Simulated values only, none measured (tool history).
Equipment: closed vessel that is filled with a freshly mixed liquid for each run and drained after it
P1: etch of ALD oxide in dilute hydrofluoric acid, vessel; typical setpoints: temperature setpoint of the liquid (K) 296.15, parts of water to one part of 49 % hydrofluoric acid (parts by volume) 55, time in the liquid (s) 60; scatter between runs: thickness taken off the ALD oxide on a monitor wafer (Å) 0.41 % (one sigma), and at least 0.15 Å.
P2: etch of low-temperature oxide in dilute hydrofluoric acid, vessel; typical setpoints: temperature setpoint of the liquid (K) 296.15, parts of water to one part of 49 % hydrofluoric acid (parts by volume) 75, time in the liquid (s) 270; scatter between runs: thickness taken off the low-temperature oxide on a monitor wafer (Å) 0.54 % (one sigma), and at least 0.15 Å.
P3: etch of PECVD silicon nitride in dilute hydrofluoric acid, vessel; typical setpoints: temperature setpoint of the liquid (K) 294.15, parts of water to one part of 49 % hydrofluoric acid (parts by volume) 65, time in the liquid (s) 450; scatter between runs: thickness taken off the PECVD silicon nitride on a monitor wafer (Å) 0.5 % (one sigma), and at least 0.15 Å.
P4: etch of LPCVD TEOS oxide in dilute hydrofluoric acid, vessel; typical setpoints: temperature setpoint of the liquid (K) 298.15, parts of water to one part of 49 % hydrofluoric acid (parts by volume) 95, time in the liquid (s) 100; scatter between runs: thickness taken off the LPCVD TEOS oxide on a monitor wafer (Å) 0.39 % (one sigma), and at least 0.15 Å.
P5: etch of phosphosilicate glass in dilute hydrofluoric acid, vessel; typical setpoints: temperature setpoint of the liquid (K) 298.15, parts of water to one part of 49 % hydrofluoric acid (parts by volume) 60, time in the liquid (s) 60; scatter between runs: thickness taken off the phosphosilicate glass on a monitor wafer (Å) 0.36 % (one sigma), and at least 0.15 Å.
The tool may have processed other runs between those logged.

run,hour,process that ran,temperature setpoint of the liquid (K),parts of water to one part of 49 % hydrofluoric acid (parts by volume),time in the liquid (s),thickness taken off the ALD oxide on a monitor wafer (Å),thickness taken off the LPCVD TEOS oxide on a monitor wafer (Å),thickness taken off the phosphosilicate glass on a monitor wafer (Å),thickness taken off the PECVD silicon nitride on a monitor wafer (Å),thickness taken off the low-temperature oxide on a monitor wafer (Å)
1,6.9,P1,296.15,55,60,114.52,,,,
2,12,P4,298.15,95,100,,246.88,,,
3,15.9,P5,290.15,60,60,,,928.55,,
4,21.5,P4,290.65,95,100,,183.31,,,
5,29,P4,298.15,95,100,,248.74,,,
6,36.1,P1,296.15,55,30,57.819,,,,
7,44.3,P1,296.15,30,35,127.73,,,,
8,48.6,P5,298.15,60,60,,,1288.9,,
9,52.6,P3,294.15,65,450,,,,265.15,
10,60.2,P4,298.15,95,30,,74.263,,,
11,67.8,P1,296.15,55,60,114.94,,,,
12,72.6,P5,298.15,60,30,,,646.57,,
13,79.2,P1,296.15,105,60,56.948,,,,
14,87.1,P5,298.15,60,60,,,1290.5,,
15,95.2,P1,296.15,20,60,332.39,,,,
16,104,P1,296.15,55,60,115.85,,,,
17,110.7,P5,298.15,20,60,,,4116.2,,
18,115.5,P2,301.15,75,270,,,,,677.52
19,122.3,P2,296.15,75,90,,,,,183.43
20,127,P2,296.15,75,270,,,,,554.11
21,132,P1,301.65,55,60,144.43,,,,
22,136,P3,294.15,20,450,,,,833.23,
23,142.5,P1,296.15,55,60,116.04,,,,
24,149.8,P4,298.15,170,100,,127.37,,,
25,154.6,P1,301.65,55,90,216,,,,
26,162.7,P2,296.15,125,270,,,,,313.23
27,169.9,P1,296.15,55,60,115.14,,,,

What will run 28 give?
28,174.3,P3,294.15,65,825,,,,?,

Run 28 produced thickness taken off the PECVD silicon nitride on a monitor wafer (Å) 490.34.
